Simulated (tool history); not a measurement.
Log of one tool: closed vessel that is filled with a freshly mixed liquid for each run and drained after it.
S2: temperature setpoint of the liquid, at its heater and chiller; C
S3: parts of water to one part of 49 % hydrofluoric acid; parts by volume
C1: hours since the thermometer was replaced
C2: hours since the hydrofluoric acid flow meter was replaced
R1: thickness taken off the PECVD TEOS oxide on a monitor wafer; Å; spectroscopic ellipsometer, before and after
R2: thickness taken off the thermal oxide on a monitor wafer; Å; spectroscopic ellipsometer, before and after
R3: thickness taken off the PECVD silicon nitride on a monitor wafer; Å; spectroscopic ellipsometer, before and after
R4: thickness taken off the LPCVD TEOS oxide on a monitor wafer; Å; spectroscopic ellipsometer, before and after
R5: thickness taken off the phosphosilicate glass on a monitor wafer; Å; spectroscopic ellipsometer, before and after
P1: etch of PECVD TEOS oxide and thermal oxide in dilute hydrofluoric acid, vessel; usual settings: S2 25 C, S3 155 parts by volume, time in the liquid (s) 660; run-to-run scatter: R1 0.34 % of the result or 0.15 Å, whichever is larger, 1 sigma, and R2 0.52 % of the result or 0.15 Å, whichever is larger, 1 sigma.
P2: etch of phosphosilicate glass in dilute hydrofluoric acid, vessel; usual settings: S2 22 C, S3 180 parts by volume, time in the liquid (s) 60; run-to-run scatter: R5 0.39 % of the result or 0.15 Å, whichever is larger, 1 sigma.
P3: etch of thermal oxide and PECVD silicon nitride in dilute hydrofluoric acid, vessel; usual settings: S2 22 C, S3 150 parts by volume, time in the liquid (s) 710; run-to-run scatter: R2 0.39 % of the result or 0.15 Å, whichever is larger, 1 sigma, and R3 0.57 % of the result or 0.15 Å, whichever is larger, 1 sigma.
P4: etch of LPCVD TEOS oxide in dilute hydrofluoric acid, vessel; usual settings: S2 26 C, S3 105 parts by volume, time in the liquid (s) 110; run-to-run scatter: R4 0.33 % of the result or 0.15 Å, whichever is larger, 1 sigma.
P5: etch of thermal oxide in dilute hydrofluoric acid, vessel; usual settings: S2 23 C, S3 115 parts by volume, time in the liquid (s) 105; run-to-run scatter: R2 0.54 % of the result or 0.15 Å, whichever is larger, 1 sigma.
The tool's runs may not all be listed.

{"run": 1, "hour": 7.4, "process that ran": "P1", "S2": 25, "S3": 155, "time in the liquid (s)": 660, "C1": 1691.5, "C2": 578.3, "R1": 376.09, "R2": 203.09}
{"run": 2, "hour": 11.3, "process that ran": "P3", "S2": 22, "S3": 150, "time in the liquid (s)": 710, "C1": 1695.4, "C2": 582.2, "R2": 193.93, "R3": 214.17}
{"run": 3, "hour": 17.2, "process that ran": "P1", "S2": 25, "S3": 260, "time in the liquid (s)": 660, "C1": 1701.3, "C2": 588.1, "R1": 202.08, "R2": 107.95}
{"run": 4, "hour": 23.2, "process that ran": "P1", "S2": 25, "S3": 155, "time in the liquid (s)": 130, "C1": 1707.3, "C2": 594.1, "R1": 74.18, "R2": 40.636}
{"run": 5, "hour": 26.7, "process that ran": "P4", "S2": 26, "S3": 105, "time in the liquid (s)": 110, "C1": 1710.8, "C2": 597.6, "R4": 254.25}
{"run": 6, "hour": 30.2, "process that ran": "P1", "S2": 25, "S3": 155, "time in the liquid (s)": 660, "C1": 1714.3, "C2": 601.1, "R1": 379.69, "R2": 205.65}
{"run": 7, "hour": 33.8, "process that ran": "P1", "S2": 25, "S3": 155, "time in the liquid (s)": 660, "C1": 1717.9, "C2": 604.7, "R1": 378.02, "R2": 204.24}
{"run": 8, "hour": 38.0, "process that ran": "P4", "S2": 26, "S3": 155, "time in the liquid (s)": 110, "C1": 1722.1, "C2": 608.9, "R4": 163.02}
{"run": 9, "hour": 44.0, "process that ran": "P1", "S2": 29.5, "S3": 155, "time in the liquid (s)": 660, "C1": 1728.1, "C2": 614.9, "R1": 446.24, "R2": 241.16}
{"run": 10, "hour": 50.9, "process that ran": "P3", "S2": 22, "S3": 265, "time in the liquid (s)": 710, "C1": 1735, "C2": 621.8, "R2": 97.636, "R3": 122.2}
{"run": 11, "hour": 54.4, "process that ran": "P2", "S2": 22, "S3": 100, "time in the liquid (s)": 60, "C1": 1738.5, "C2": 625.3, "R5": 888.51}
{"run": 12, "hour": 60.1, "process that ran": "P1", "S2": 20, "S3": 155, "time in the liquid (s)": 660, "C1": 1744.2, "C2": 631, "R1": 310.02, "R2": 169.12}
{"run": 13, "hour": 65.6, "process that ran": "P3", "S2": 17, "S3": 150, "time in the liquid (s)": 710, "C1": 1749.7, "C2": 636.5, "R2": 159.6, "R3": 153.47}
{"run": 14, "hour": 69.8, "process that ran": "P1", "S2": 25, "S3": 255, "time in the liquid (s)": 1175, "C1": 1753.9, "C2": 640.7, "R1": 364.94, "R2": 198.66}
{"run": 15, "hour": 75.8, "process that ran": "P1", "S2": 25, "S3": 155, "time in the liquid (s)": 660, "C1": 1759.9, "C2": 646.7, "R1": 376.36, "R2": 202.3}
{"run": 16, "hour": 79.4, "process that ran": "P2", "S2": 30, "S3": 180, "time in the liquid (s)": 60, "C1": 1763.5, "C2": 650.3, "R5": 605.95}
{"run": 17, "hour": 86.0, "process that ran": "P5", "S2": 23, "S3": 200, "time in the liquid (s)": 105, "C1": 1770.1, "C2": 656.9, "R2": 21.205}
{"run": 18, "hour": 91.0, "process that ran": "P4", "S2": 26, "S3": 105, "time in the liquid (s)": 110, "C1": 1775.1, "C2": 661.9, "R4": 255.07}
{"run": 19, "hour": 98.3, "process that ran": "P5", "S2": 31, "S3": 115, "time in the liquid (s)": 105, "C1": 1782.4, "C2": 669.2, "R2": 55.341}
{"run": 20, "hour": 102.4, "process that ran": "P4", "S2": 33, "S3": 105, "time in the liquid (s)": 110, "C1": 1786.5, "C2": 673.3, "R4": 332.66}
{"run": 21, "hour": 107.5, "process that ran": "P1", "S2": 25, "S3": 155, "time in the liquid (s)": 660, "C1": 1791.6, "C2": 678.4, "R1": 379.09, "R2": 204.77}
{"run": 22, "hour": 112.6, "process that ran": "P1", "S2": 32.5, "S3": 65, "time in the liquid (s)": 660, "C1": 1796.7, "C2": 683.5, "R1": 1353.9, "R2": 730.09}
{"run": 23, "hour": 119.1, "process that ran": "P2", "S2": 22, "S3": 180, "time in the liquid (s)": 30, "C1": 1803.2, "C2": 690, "R5": 226.01}
{"run": 24, "hour": 124.0, "process that ran": "P5", "S2": 23, "S3": 115, "time in the liquid (s)": 105, "C1": 1808.1, "C2": 694.9, "R2": 40.555}
{"run": 25, "hour": 131.0, "process that ran": "P2", "S2": 22, "S3": 180, "time in the liquid (s)": 60, "C1": 1815.1, "C2": 701.9, "R5": 453.44}
{"run": 26, "hour": 137.5, "process that ran": "P1", "S2": 25, "S3": 50, "time in the liquid (s)": 1260, "C1": 1821.6, "C2": 708.4, "R1": 2570.7, "R2": 1388.6}
{"run": 27, "hour": 143.1, "process that ran": "P2", "S2": 22, "S3": 180, "time in the liquid (s)": 60, "C1": 1827.2, "C2": 714, "R5": 453.15}
{"run": 28, "hour": 148.6, "process that ran": "P5", "S2": 23, "S3": 115, "time in the liquid (s)": 30, "C1": 1832.7, "C2": 719.5, "R2": 11.811}
{"run": 29, "hour": 152.5, "process that ran": "P1", "S2": 25, "S3": 40, "time in the liquid (s)": 660, "C1": 1836.6, "C2": 723.4, "R1": 1699.9, "R2": 918.75}
{"run": 30, "hour": 156.4, "process that ran": "P1", "S2": 25, "S3": 155, "time in the liquid (s)": 660, "C1": 1840.5, "C2": 727.3, "R1": 378.76, "R2": 203.25}
{"run": 31, "hour": 162.3, "process that ran": "P1", "S2": 25, "S3": 155, "time in the liquid (s)": 1105, "C1": 1846.4, "C2": 733.2, "R1": 632.19, "R2": 340.23}
{"run": 32, "hour": 167.0, "process that ran": "P4", "S2": 26, "S3": 105, "time in the liquid (s)": 180, "C1": 1851.1, "C2": 737.9, "R4": 414.91}
{"run": 33, "hour": 171.9, "process that ran": "P3", "S2": 22, "S3": 150, "time in the liquid (s)": 370, "C1": 1856, "C2": 742.8, "R2": 101.88, "R3": 112.3}
{"run": 34, "hour": 177.1, "process that ran": "P1", "S2": 25, "S3": 155, "time in the liquid (s)": 660, "C1": 1861.2, "C2": 748, "R1": 379.64, "R2": 204.57}
{"run": 35, "hour": 182.1, "process that ran": "P1", "S2": 25, "S3": 155, "time in the liquid (s)": 660, "C1": 1866.2, "C2": 753, "R1": 374.28, "R2": 200.84}
{"run": 36, "hour": 188.4, "process that ran": "P1", "S2": 25, "S3": 155, "time in the liquid (s)": 660, "C1": 1872.5, "C2": 759.3, "R1": 368.65, "R2": 197.16}
{"run": 37, "hour": 196.2, "process that ran": "P1", "S2": 25, "S3": 155, "time in the liquid (s)": 660, "C1": 1880.3, "C2": 767.1, "R1": 364.83, "R2": 195.5}
{"run": 38, "hour": 201.2, "process that ran": "P1", "S2": 25, "S3": 155, "time in the liquid (s)": 660, "C1": 1885.3, "C2": 772.1, "R1": 362.76, "R2": 194.88}
{"run": 39, "hour": 208.1, "process that ran": "P1", "S2": 25, "S3": 155, "time in the liquid (s)": 660, "C1": 1892.2, "C2": 779, "R1": 357.69, "R2": 193.69}
{"run": 40, "hour": 214.6, "process that ran": "P1", "S2": 25, "S3": 155, "time in the liquid (s)": 660, "C1": 1898.7, "C2": 785.5, "R1": 358.06, "R2": 192.79}
{"run": 41, "hour": 219.3, "process that ran": "P1", "S2": 25, "S3": 155, "time in the liquid (s)": 660, "C1": 1903.4, "C2": 790.2, "R1": 359.52, "R2": 194.43}
{"run": 42, "hour": 224.5, "process that ran": "P1", "S2": 25, "S3": 155, "time in the liquid (s)": 660, "C1": 1908.6, "C2": 795.4, "R1": 356.62, "R2": 191.91}
{"run": 43, "hour": 230.9, "process that ran": "P1", "S2": 25, "S3": 155, "time in the liquid (s)": 660, "C1": 1915, "C2": 801.8, "R1": 359.15, "R2": 191.65}
{"run": 44, "hour": 236.2, "process that ran": "P1", "S2": 25, "S3": 155, "time in the liquid (s)": 660, "C1": 1920.3, "C2": 807.1, "R1": 356.64, "R2": 192.63}

What P1 gives has crept away from where it was. These 2 causes fit the log equally well, each at the size given:
A: liquid colder than its thermometer reads (K) = 1.51
B: hydrofluoric acid flow below the setpoint (%) = 4.72
The creep began at about hour 177.1.

4 check runs are offered, one wafer each, their results left as question marks. Which one tells the causes apart?
{"run": "check 1", "hour": 241.5, "process that ran": "P2", "S2": 22, "S3": 125, "time in the liquid (s)": 60, "R5": "?"}
{"run": "check 2", "hour": 241.5, "process that ran": "P5", "S2": 23, "S3": 195, "time in the liquid (s)": 50, "R2": "?"}
{"run": "check 3", "hour": 241.5, "process that ran": "P4", "S2": 32.5, "S3": 105, "time in the liquid (s)": 155, "R4": "?"}
{"run": "check 4", "hour": 241.5, "process that ran": "P3", "S2": 17, "S3": 240, "time in the liquid (s)": 710, "R2": "?", "R3": "?"}

What each check would give under each cause:
check=check_1 result=R5 if_A=650.08 if_B=653.35
check=check_2 result=R2 if_A=9.7808 if_B=9.7668
check=check_3 result=R4 if_A=434.34 if_B=434.09
check=check_4 result=R2 if_A=86.621 if_B=86.683
check=check_4 result=R3 if_A=88.358 if_B=93.373
How far apart the two closest causes lie, in the result that separates them most: check 1 0.5 %; check 2 0.14 %; check 3 0.06 %; check 4 5.52 %
Check 4 tells the causes apart: in the others they would give nearly the same result.

Then check 4 was run and gave: R2 86.647 Å; R3 93.132 Å. Which cause is it?

It is B: hydrofluoric acid flow below the setpoint (%).

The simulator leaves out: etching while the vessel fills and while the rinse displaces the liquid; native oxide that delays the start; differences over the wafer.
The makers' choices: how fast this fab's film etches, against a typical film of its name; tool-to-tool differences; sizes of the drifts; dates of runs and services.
